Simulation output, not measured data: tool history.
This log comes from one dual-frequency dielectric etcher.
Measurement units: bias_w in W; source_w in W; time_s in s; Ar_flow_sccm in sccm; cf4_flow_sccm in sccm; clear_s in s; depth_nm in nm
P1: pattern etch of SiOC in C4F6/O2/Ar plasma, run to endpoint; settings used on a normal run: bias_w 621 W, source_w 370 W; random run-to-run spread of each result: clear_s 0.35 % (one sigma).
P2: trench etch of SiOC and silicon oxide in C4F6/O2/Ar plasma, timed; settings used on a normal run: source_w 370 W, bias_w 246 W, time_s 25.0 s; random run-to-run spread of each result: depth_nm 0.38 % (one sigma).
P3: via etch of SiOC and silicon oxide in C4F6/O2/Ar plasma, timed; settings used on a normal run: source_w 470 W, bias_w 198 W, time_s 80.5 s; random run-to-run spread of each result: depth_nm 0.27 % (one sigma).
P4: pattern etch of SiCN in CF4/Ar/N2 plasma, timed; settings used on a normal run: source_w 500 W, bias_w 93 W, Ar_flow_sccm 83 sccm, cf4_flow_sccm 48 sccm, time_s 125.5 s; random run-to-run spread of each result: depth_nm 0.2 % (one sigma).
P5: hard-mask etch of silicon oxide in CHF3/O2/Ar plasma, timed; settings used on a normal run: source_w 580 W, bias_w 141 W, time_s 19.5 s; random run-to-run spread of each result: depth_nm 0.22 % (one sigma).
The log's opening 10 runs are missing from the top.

run    day  process  bias_w  source_w  time_s  Ar_flow_sccm  cf4_flow_sccm  hours since the last wet clean  hours since the last bias power generator calibration  hours since the last source power generator calibration  clear_s  depth_nm
 11  1.838       P1     416       280                                                                 15.3                                                 2898.5                                                   1717.1   19.138
 12  1.983       P4      93       500    76.5            83             48                            18.8                                                 2902.0                                                   1720.6             74.779
 13  2.158       P1     621       370                                                                 23.0                                                 2906.2                                                   1724.8   14.832
 14  2.292       P1     621       460                                                                 26.2                                                 2909.4                                                   1728.0   13.678
 15  2.479       P4      93       400   125.5            83             48                            30.7                                                 2913.9                                                   1732.5            100.770
 16  2.633       P1     621       370                                                                 34.4                                                 2917.6                                                   1736.2   14.858
 17  2.762       P3     198       470   117.5                                                         37.5                                                 2920.7                                                   1739.3            143.280
 18  2.904       P1     621       290                                                                 40.9                                                 2924.1                                                   1742.7   16.280
 19  3.121       P2     246       280    25.0                                                         46.1                                                 2929.3                                                   1747.9             48.618
 20  3.250       P4      93       500   125.5           112             48                            49.2                                                 2932.4                                                   1751.0            116.790
 21  3.479       P2     246       370    25.0                                                         54.7                                                 2937.9                                                   1756.5             54.134
 22  3.700       P5     182       580    19.5                                                         60.0                                                 2943.2                                                   1761.8             37.520
 23  3.946       P1     621       370                                                                 65.9                                                 2949.1                                                   1767.7   14.770
 24  4.112       P5     141       580    19.5                                                         69.9                                                 2953.1                                                   1771.7             34.564
 25  4.346       P5     141       580    19.5                                                         75.5                                                 2958.7                                                   1777.3             34.571
 26  4.575       P1     380       370                                                                 81.0                                                 2964.2                                                   1782.8   17.923
 27  4.788       P4      93       500   125.5            83             31                            86.1                                                 2969.3                                                   1787.9            113.990
 28  4.971       P3     198       660    80.5                                                         90.5                                                 2973.7                                                   1792.3            112.510
 29  5.200       P1     621       370                                                                 96.0                                                 2979.2                                                   1797.8   14.872
 30  5.400       P2     165       370    25.0                                                        100.8                                                 2984.0                                                   1802.6             47.788

Expected results for the next run?
 31  5.646       P1     872       370                                                                106.7                                                 2989.9                                                   1808.5        ?

{"run 31": {"clear_s": 12.978}}
